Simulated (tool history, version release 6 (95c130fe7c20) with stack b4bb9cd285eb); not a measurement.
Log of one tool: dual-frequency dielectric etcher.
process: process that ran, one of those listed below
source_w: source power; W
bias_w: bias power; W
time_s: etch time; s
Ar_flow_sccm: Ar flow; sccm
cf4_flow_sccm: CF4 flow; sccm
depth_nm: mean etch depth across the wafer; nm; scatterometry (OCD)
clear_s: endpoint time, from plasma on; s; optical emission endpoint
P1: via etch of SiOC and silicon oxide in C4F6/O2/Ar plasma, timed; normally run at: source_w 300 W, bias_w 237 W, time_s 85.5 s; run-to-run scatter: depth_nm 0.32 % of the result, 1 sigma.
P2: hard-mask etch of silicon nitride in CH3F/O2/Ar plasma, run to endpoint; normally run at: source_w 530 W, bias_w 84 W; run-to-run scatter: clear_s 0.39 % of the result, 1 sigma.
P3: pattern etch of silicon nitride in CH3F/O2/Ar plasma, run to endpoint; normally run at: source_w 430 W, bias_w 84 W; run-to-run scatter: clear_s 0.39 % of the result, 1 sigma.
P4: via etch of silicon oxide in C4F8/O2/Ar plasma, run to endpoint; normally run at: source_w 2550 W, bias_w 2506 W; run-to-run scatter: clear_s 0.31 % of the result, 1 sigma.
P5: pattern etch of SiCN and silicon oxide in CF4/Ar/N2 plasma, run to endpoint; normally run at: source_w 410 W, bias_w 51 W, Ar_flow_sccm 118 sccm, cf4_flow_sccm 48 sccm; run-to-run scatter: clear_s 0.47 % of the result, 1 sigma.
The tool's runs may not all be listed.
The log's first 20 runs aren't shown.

run   hour  process  source_w  bias_w  time_s  Ar_flow_sccm  cf4_flow_sccm  depth_nm  clear_s
 21  131.4       P1       300     237    47.0                                 52.140
 22  139.5       P2       740      84                                                  51.606
 23  146.1       P3       430      84                                                  81.076
 24  151.2       P1       210     237    85.5                                 82.651
 25  155.4       P2       530     119                                                  51.319
 26  163.8       P1       300     237    85.5                                 94.742
 27  172.7       P1       300     237    85.5                                 95.195
 28  177.0       P1       300     237    85.5                                 94.932
 29  185.4       P4      2550    2506                                                 228.260
 30  193.4       P1       300     237    85.5                                 95.390
 31  199.0       P1       300     237    85.5                                 95.143
 32  207.4       P1       300     237    85.5                                 95.206
 33  215.5       P1       300     237    85.5                                 96.158

Run 34 comes next. What will it give?
 34  223.5       P1       300     237    85.5                                      ?

{"run 34": {"depth_nm": 95.877}}
